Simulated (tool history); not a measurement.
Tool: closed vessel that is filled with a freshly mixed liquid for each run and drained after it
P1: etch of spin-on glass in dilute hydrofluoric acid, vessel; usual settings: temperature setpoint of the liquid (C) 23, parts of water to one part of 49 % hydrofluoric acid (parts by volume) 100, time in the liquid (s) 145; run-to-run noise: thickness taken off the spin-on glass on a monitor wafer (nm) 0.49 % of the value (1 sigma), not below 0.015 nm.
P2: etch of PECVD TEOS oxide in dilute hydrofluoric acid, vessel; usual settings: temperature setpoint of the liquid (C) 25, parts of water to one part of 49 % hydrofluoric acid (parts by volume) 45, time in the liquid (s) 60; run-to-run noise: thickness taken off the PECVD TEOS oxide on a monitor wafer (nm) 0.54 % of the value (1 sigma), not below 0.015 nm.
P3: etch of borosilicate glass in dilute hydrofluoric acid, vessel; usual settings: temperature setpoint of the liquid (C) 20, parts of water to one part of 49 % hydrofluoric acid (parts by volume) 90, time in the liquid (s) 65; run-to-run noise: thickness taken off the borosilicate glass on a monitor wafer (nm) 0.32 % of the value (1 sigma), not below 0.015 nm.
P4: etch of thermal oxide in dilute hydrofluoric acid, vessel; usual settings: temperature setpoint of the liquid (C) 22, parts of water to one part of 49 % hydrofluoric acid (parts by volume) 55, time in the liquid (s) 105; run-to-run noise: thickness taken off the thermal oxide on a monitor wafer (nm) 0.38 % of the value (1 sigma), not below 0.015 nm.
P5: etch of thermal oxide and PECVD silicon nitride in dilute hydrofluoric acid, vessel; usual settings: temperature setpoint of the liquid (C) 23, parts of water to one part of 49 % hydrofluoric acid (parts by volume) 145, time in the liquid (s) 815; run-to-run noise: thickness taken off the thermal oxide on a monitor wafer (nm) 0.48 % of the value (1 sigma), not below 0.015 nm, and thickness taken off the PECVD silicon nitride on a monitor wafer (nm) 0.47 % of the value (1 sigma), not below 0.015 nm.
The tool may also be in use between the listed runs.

run	hour	process that ran	temperature setpoint of the liquid (C)	parts of water to one part of 49 % hydrofluoric acid (parts by volume)	time in the liquid (s)	hours since the thermometer was replaced	hours since the hydrofluoric acid flow meter was replaced	thickness taken off the spin-on glass on a monitor wafer (nm)	thickness taken off the PECVD TEOS oxide on a monitor wafer (nm)	thickness taken off the borosilicate glass on a monitor wafer (nm)	thickness taken off the thermal oxide on a monitor wafer (nm)	thickness taken off the PECVD silicon nitride on a monitor wafer (nm)
1	9.2	P1	23	100	145	263.6	581.4	57.007				
2	18.8	P2	25	20	60	273.2	591		97.519			
3	26.2	P1	23	100	145	280.6	598.4	57.417				
4	38.6	P3	20	20	65	293	610.8			79.624		
5	48.5	P3	20	90	30	302.9	620.7			7.5553		
6	59.9	P5	23	145	815	314.3	632.1				22.591	18.39
7	69.1	P2	32.5	45	60	323.5	641.3		56.75			
8	79.7	P4	22	55	105	334.1	651.9				8.8029	
9	91.4	P5	23	145	815	345.8	663.6				22.582	18.334
10	105.2	P3	20	90	65	359.6	677.4			16.248		
11	115	P1	23	25	145	369.4	687.2	250.21				
12	125.3	P4	17	55	105	379.7	697.5				7.1462	
13	133.2	P1	17.5	100	145	387.6	705.4	45.338				
14	141	P1	18	155	145	395.4	713.2	28.207				
15	148	P1	23	100	145	402.4	720.2	57.259				
16	155.4	P5	23	260	815	409.8	727.6				11.197	10.415
17	165.7	P1	29	155	145	420.1	737.9	43.47				
18	177.4	P5	23	145	245	431.8	749.6				6.7315	5.5578
19	186.2	P3	17	90	65	440.6	758.4			14.342		
20	197.9	P1	30	100	145	452.3	770.1	74.75				
21	211.9	P1	23	100	285	466.3	784.1	112.71				
22	224.1	P2	25	45	115	478.5	796.3		79.855			
23	236.7	P2	25	45	60	491.1	808.9		41.683			
24	248	P5	29.5	145	815	502.4	820.2				28.778	27.786
25	257.2	P1	27	170	145	511.6	829.4	35.899				
26	268.8	P1	23	100	145	523.2	841	56.99				
27	281.6	P4	22	55	30	536	853.8				2.5234	
28	290.5	P1	23	100	30	544.9	862.7	11.789				
29	305.4	P1	23	100	145	559.8	877.6	56.327				
30	314.7	P4	22	95	105	569.1	886.9				4.8834	
31	325.3	P1	23	170	145	579.7	897.5	31.083				
32	339.1	P1	23	100	145	593.5	911.3	57.001				
33	354.9	P1	23	100	145	609.3	927.1	55.761				
34	366.6	P1	23	100	145	621	938.8	54.641				
35	379.5	P1	23	100	145	633.9	951.7	54.322				
36	393.8	P1	23	100	145	648.2	966	54.154				
37	407.9	P1	23	100	145	662.3	980.1	54.013				
38	421.8	P1	23	100	145	676.2	994	53.511				
39	429.4	P1	23	100	145	683.8	1001.6	53.82				
40	440.5	P1	23	100	145	694.9	1012.7	53.595				
41	453.5	P1	23	100	145	707.9	1025.7	53.705				
42	465.7	P1	23	100	145	720.1	1037.9	53.046				

What P1 gives has crept off from where it sat before. The 2 causes that follow fit the log equally well, each at the size noted:
A: liquid colder than its thermometer reads (K) = 1.74
B: hydrofluoric acid flow below the setpoint (%) = 6.02
Creep in the process output first set in at about hour 339.1.

The check runs listed below each take one wafer, and their results are still question marks. Under which run would the listed causes lead to clearly different results?
check 1	477.9	P3	20	65	65					?		
check 2	477.9	P5	23	230	815						?	?
check 3	477.9	P4	17	75	105						?	
check 4	477.9	P2	32	20	60				?			

What each check would give under each cause:
check	result	if A	if B
check 1	thickness taken off the borosilicate glass on a monitor wafer (nm)	21.557	21.702
check 2	thickness taken off the thermal oxide on a monitor wafer (nm)	12.203	12.051
check 2	thickness taken off the PECVD silicon nitride on a monitor wafer (nm)	10.475	11.008
check 3	thickness taken off the thermal oxide on a monitor wafer (nm)	4.7606	4.7981
check 4	thickness taken off the PECVD TEOS oxide on a monitor wafer (nm)	120.62	121.3
Distance between the nearest two causes, measured in the result of the check that separates them most: check 1 0.67 %; check 2 4.96 %; check 3 0.79 %; check 4 0.56 %
Check 2 is the one run that separates the causes; every other check would come out nearly the same whichever cause is at work.

Here is what check 2 returned: thickness taken off the thermal oxide on a monitor wafer (nm) 12.116; thickness taken off the PECVD silicon nitride on a monitor wafer (nm) 10.538. Which cause is it?

Of the candidate causes, it is A: liquid colder than its thermometer reads (K).

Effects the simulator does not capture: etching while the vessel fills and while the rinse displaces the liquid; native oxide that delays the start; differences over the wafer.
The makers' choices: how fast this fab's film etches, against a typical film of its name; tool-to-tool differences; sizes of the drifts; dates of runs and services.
